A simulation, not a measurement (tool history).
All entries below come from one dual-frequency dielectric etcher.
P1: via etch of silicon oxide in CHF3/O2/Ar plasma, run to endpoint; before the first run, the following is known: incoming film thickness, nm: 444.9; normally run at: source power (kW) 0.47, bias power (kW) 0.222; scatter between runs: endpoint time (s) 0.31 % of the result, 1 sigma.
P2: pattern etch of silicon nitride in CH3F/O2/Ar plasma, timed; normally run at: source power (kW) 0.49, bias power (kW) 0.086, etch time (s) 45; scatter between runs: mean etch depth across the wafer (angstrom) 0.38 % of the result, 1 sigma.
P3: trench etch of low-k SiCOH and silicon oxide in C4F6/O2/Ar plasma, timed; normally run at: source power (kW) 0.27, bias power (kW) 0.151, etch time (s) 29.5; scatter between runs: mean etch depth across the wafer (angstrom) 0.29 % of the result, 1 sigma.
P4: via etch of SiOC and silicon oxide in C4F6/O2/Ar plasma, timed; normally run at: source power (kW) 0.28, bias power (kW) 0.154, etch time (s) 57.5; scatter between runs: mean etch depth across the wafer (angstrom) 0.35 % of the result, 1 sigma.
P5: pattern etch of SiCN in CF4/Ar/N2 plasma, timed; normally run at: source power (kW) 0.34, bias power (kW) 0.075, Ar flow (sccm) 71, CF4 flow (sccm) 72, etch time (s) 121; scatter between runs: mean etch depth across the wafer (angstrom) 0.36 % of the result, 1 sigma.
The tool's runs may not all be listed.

| run | hour | process that ran | source power (kW) | bias power (kW) | etch time (s) | Ar flow (sccm) | CF4 flow (sccm) | hours since the last wet clean | hours since the last source power generator calibration | hours since the last bias power generator calibration | endpoint time (s) | mean etch depth across the wafer (angstrom) |
|---|---|---|---|---|---|---|---|---|---|---|---|---|
| 1 | 7.9 | P1 | 0.47 | 0.222 |  |  |  | 84.7 | 1935.5 | 2065.3 | 232.59 |  |
| 2 | 19.2 | P4 | 0.28 | 0.154 | 57.5 |  |  | 96 | 1946.8 | 2076.6 |  | 558.1 |
| 3 | 31.9 | P5 | 0.34 | 0.075 | 66.5 | 71 | 72 | 108.7 | 1959.5 | 2089.3 |  | 459.33 |
| 4 | 42.8 | P5 | 0.34 | 0.075 | 121 | 71 | 49 | 119.6 | 1970.4 | 2100.2 |  | 792.59 |
| 5 | 50.3 | P3 | 0.27 | 0.091 | 29.5 |  |  | 127.1 | 1977.9 | 2107.7 |  | 625.12 |
| 6 | 62.9 | P1 | 0.47 | 0.222 |  |  |  | 139.7 | 1990.5 | 2120.3 | 232.36 |  |
| 7 | 70.9 | P2 | 0.49 | 0.086 | 45 |  |  | 147.7 | 1998.5 | 2128.3 |  | 360.98 |
| 8 | 83.3 | P4 | 0.19 | 0.154 | 57.5 |  |  | 160.1 | 2010.9 | 2140.7 |  | 475.97 |
| 9 | 91 | P1 | 0.47 | 0.222 |  |  |  | 167.8 | 2018.6 | 2148.4 | 231.99 |  |
| 10 | 96.5 | P4 | 0.28 | 0.154 | 57.5 |  |  | 173.3 | 2024.1 | 2153.9 |  | 554.06 |
| 11 | 108 | P4 | 0.28 | 0.124 | 57.5 |  |  | 184.8 | 2035.6 | 2165.4 |  | 516.54 |
| 12 | 120.2 | P2 | 0.49 | 0.086 | 59 |  |  | 197 | 2047.8 | 2177.6 |  | 473.35 |
|  | 121 | bias power generator calibrated |
| 13 | 127.2 | P3 | 0.27 | 0.151 | 16 |  |  | 204 | 2054.8 | 6.3 |  | 396.35 |
| 14 | 133.7 | P3 | 0.37 | 0.151 | 29.5 |  |  | 210.5 | 2061.3 | 12.8 |  | 827.52 |
| 15 | 146.1 | P5 | 0.34 | 0.075 | 121 | 42 | 72 | 222.9 | 2073.7 | 25.2 |  | 884.23 |
| 16 | 158.5 | P1 | 0.47 | 0.13 |  |  |  | 235.3 | 2086.1 | 37.6 | 278.14 |  |
| 17 | 171 | P1 | 0.32 | 0.168 |  |  |  | 247.8 | 2098.6 | 50.1 | 294.4 |  |
| 18 | 179.1 | P1 | 0.47 | 0.222 |  |  |  | 255.9 | 2106.7 | 58.2 | 231.62 |  |
| 19 | 191.3 | P1 | 0.28 | 0.222 |  |  |  | 268.1 | 2118.9 | 70.4 | 282.77 |  |
| 20 | 202.4 | P2 | 0.49 | 0.086 | 45 |  |  | 279.2 | 2130 | 81.5 |  | 360.47 |
| 21 | 213.5 | P3 | 0.27 | 0.151 | 29.5 |  |  | 290.3 | 2141.1 | 92.6 |  | 731.53 |
| 22 | 220.4 | P1 | 0.47 | 0.286 |  |  |  | 297.2 | 2148 | 99.5 | 213.58 |  |
| 23 | 231.9 | P2 | 0.37 | 0.086 | 45 |  |  | 308.7 | 2159.5 | 111 |  | 323.63 |
| 24 | 239.9 | P1 | 0.47 | 0.222 |  |  |  | 316.7 | 2167.5 | 119 | 232.49 |  |
| 25 | 247.3 | P2 | 0.49 | 0.107 | 45 |  |  | 324.1 | 2174.9 | 126.4 |  | 388.68 |
| 26 | 259.5 | P5 | 0.34 | 0.075 | 121 | 71 | 72 | 336.3 | 2187.1 | 138.6 |  | 836.35 |
| 27 | 269.2 | P4 | 0.28 | 0.154 | 31.5 |  |  | 346 | 2196.8 | 148.3 |  | 305.76 |
| 28 | 280 | P1 | 0.61 | 0.222 |  |  |  | 356.8 | 2207.6 | 159.1 | 210.8 |  |
| 29 | 287.8 | P5 | 0.34 | 0.09 | 121 | 71 | 72 | 364.6 | 2215.4 | 166.9 |  | 895.68 |

For run 30, what comes out?
| 30 | 295.4 | P1 | 0.3 | 0.286 |  |  |  | 372.2 | 2223 | 174.5 | ? |  |

{"run 30": {"endpoint time (s)": 249.66}}
